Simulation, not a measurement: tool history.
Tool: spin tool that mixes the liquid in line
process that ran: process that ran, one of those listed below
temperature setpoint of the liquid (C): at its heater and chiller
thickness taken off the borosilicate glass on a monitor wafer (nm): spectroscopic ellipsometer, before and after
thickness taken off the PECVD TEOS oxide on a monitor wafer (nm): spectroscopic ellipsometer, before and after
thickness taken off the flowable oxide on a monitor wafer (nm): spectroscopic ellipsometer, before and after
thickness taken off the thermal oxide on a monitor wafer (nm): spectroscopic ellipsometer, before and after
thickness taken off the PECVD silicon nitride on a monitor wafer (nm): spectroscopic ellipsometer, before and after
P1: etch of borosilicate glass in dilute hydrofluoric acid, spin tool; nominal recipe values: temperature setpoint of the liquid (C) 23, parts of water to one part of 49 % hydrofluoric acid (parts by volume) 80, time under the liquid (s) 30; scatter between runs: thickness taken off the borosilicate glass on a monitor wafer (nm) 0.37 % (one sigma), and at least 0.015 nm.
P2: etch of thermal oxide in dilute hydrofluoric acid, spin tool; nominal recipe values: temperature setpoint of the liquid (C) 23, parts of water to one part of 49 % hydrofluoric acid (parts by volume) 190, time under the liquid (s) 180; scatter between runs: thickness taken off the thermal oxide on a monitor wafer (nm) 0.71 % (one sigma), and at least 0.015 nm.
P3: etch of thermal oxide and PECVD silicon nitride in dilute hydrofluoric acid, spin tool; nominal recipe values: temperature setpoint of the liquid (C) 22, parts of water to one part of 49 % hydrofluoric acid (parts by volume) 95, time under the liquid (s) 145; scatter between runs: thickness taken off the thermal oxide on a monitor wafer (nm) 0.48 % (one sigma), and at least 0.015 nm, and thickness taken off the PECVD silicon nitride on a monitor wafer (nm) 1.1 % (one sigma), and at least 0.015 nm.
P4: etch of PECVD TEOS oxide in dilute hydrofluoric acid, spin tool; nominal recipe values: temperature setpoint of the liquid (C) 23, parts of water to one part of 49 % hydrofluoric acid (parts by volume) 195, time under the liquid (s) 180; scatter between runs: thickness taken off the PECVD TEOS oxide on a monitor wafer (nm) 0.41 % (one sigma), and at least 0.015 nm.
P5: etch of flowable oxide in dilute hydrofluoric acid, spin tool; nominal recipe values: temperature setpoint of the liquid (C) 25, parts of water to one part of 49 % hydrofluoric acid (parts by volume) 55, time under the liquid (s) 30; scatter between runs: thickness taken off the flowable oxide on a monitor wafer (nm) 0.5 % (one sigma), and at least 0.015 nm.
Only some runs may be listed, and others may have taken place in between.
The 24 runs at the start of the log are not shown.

| run | hour | process that ran | temperature setpoint of the liquid (C) | parts of water to one part of 49 % hydrofluoric acid (parts by volume) | time under the liquid (s) | thickness taken off the borosilicate glass on a monitor wafer (nm) | thickness taken off the PECVD TEOS oxide on a monitor wafer (nm) | thickness taken off the flowable oxide on a monitor wafer (nm) | thickness taken off the thermal oxide on a monitor wafer (nm) | thickness taken off the PECVD silicon nitride on a monitor wafer (nm) |
|---|---|---|---|---|---|---|---|---|---|---|
| 25 | 233.5 | P1 | 23 | 80 | 30 | 9.0398 |  |  |  |  |
| 26 | 241.4 | P1 | 23 | 80 | 30 | 9.0114 |  |  |  |  |
| 27 | 247.4 | P5 | 19.5 | 55 | 30 |  |  | 17.157 |  |  |
| 28 | 253 | P5 | 25 | 55 | 50 |  |  | 36.106 |  |  |
| 29 | 261.6 | P1 | 17 | 80 | 30 | 7.0122 |  |  |  |  |
| 30 | 273.9 | P2 | 23 | 85 | 180 |  |  |  | 9.5857 |  |
| 31 | 286.2 | P4 | 17 | 195 | 180 |  | 7.5315 |  |  |  |
| 32 | 294.2 | P1 | 23 | 80 | 30 | 8.9773 |  |  |  |  |
| 33 | 300 | P1 | 23 | 80 | 30 | 9.1579 |  |  |  |  |
| 34 | 312 | P1 | 23 | 80 | 30 | 9.4911 |  |  |  |  |
| 35 | 319.8 | P1 | 23 | 80 | 30 | 9.5059 |  |  |  |  |
| 36 | 326.2 | P1 | 23 | 80 | 30 | 9.6093 |  |  |  |  |
| 37 | 331.8 | P1 | 23 | 80 | 30 | 9.7014 |  |  |  |  |
| 38 | 341.3 | P1 | 23 | 80 | 30 | 9.7377 |  |  |  |  |
| 39 | 350.6 | P1 | 23 | 80 | 30 | 9.7729 |  |  |  |  |
| 40 | 359.9 | P1 | 23 | 80 | 30 | 9.8804 |  |  |  |  |

Predict the results of run 41:
| 41 | 366.8 | P1 | 23 | 80 | 30 | ? |  |  |  |  |

Logged for run 41: thickness taken off the borosilicate glass on a monitor wafer (nm) 9.8171.

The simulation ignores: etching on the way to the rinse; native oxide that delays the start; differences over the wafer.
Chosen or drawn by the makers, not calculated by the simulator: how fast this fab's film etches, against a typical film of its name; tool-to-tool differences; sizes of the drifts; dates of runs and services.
